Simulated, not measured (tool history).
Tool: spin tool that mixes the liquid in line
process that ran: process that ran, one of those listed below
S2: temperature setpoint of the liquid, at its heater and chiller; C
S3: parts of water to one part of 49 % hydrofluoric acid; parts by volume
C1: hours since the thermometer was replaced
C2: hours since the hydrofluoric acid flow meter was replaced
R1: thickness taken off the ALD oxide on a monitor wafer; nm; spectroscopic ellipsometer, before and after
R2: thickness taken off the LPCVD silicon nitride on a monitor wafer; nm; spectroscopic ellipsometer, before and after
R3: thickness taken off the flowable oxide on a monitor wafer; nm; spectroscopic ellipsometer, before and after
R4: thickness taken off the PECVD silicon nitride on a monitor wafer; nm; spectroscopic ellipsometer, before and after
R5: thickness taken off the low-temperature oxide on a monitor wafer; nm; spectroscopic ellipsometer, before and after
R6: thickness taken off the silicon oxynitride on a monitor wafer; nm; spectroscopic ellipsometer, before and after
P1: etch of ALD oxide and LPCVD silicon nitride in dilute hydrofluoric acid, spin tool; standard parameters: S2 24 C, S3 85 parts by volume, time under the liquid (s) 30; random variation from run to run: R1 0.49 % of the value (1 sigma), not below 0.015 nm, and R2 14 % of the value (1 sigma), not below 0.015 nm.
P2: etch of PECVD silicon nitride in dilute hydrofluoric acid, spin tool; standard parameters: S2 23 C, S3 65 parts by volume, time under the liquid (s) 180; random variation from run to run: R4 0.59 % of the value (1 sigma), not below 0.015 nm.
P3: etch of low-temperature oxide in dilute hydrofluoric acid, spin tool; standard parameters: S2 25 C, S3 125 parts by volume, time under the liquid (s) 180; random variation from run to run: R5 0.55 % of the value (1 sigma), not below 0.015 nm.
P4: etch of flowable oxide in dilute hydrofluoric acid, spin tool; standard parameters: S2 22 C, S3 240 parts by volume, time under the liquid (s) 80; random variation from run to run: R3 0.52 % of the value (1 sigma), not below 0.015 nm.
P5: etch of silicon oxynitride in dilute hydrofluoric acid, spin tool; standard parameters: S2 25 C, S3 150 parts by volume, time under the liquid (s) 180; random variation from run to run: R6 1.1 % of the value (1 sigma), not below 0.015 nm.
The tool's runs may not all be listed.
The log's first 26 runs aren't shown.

run 27 hour=137.6 | process_that_ran=P1 S2=29 S3=85 time_under_the_liquid_(s)=30 | C1=864.6 C2=387.3 | R1=11.685 R2=0.1879
run 28 hour=142.1 | process_that_ran=P2 S2=23 S3=65 time_under_the_liquid_(s)=85 | C1=869.1 C2=391.8 | R4=2.0692
run 29 hour=145.3 | process_that_ran=P1 S2=24 S3=35 time_under_the_liquid_(s)=30 | C1=872.3 C2=395 | R1=24.907 R2=0.40998
run 30 hour=152.1 | process_that_ran=P4 S2=22 S3=240 time_under_the_liquid_(s)=80 | C1=879.1 C2=401.8 | R3=10.97
run 31 hour=158.8 | process_that_ran=P1 S2=24 S3=85 time_under_the_liquid_(s)=30 | C1=885.8 C2=408.5 | R1=9.6024 R2=0.14152
run 32 hour=164.7 | process_that_ran=P1 S2=24 S3=85 time_under_the_liquid_(s)=30 | C1=891.7 C2=414.4 | R1=9.848 R2=0.1739
run 33 hour=172 | process_that_ran=P1 S2=24 S3=85 time_under_the_liquid_(s)=30 | C1=899 C2=421.7 | R1=9.9078 R2=0.16258
run 34 hour=176.7 | process_that_ran=P1 S2=24 S3=85 time_under_the_liquid_(s)=30 | C1=903.7 C2=426.4 | R1=9.997 R2=0.17591
run 35 hour=181.5 | process_that_ran=P1 S2=24 S3=85 time_under_the_liquid_(s)=30 | C1=908.5 C2=431.2 | R1=10.047 R2=0.13099
run 36 hour=186.2 | process_that_ran=P1 S2=24 S3=85 time_under_the_liquid_(s)=30 | C1=913.2 C2=435.9 | R1=10.117 R2=0.15106
run 37 hour=193.3 | process_that_ran=P1 S2=24 S3=85 time_under_the_liquid_(s)=30 | C1=920.3 C2=443 | R1=10.141 R2=0.17844
run 38 hour=196.7 | process_that_ran=P1 S2=24 S3=85 time_under_the_liquid_(s)=30 | C1=923.7 C2=446.4 | R1=10.224 R2=0.1688
run 39 hour=200 | process_that_ran=P1 S2=24 S3=85 time_under_the_liquid_(s)=30 | C1=927 C2=449.7 | R1=10.176 R2=0.15153
run 40 hour=206.7 | process_that_ran=P1 S2=24 S3=85 time_under_the_liquid_(s)=30 | C1=933.7 C2=456.4 | R1=10.149 R2=0.1725

What will run 41 give?
run 41 hour=212.2 | process_that_ran=P1 S2=24 S3=85 time_under_the_liquid_(s)=30 | C1=939.2 C2=461.9 | R1=? R2=?

Run 41 gave R1 10.221 nm, R2 0.1638 nm.

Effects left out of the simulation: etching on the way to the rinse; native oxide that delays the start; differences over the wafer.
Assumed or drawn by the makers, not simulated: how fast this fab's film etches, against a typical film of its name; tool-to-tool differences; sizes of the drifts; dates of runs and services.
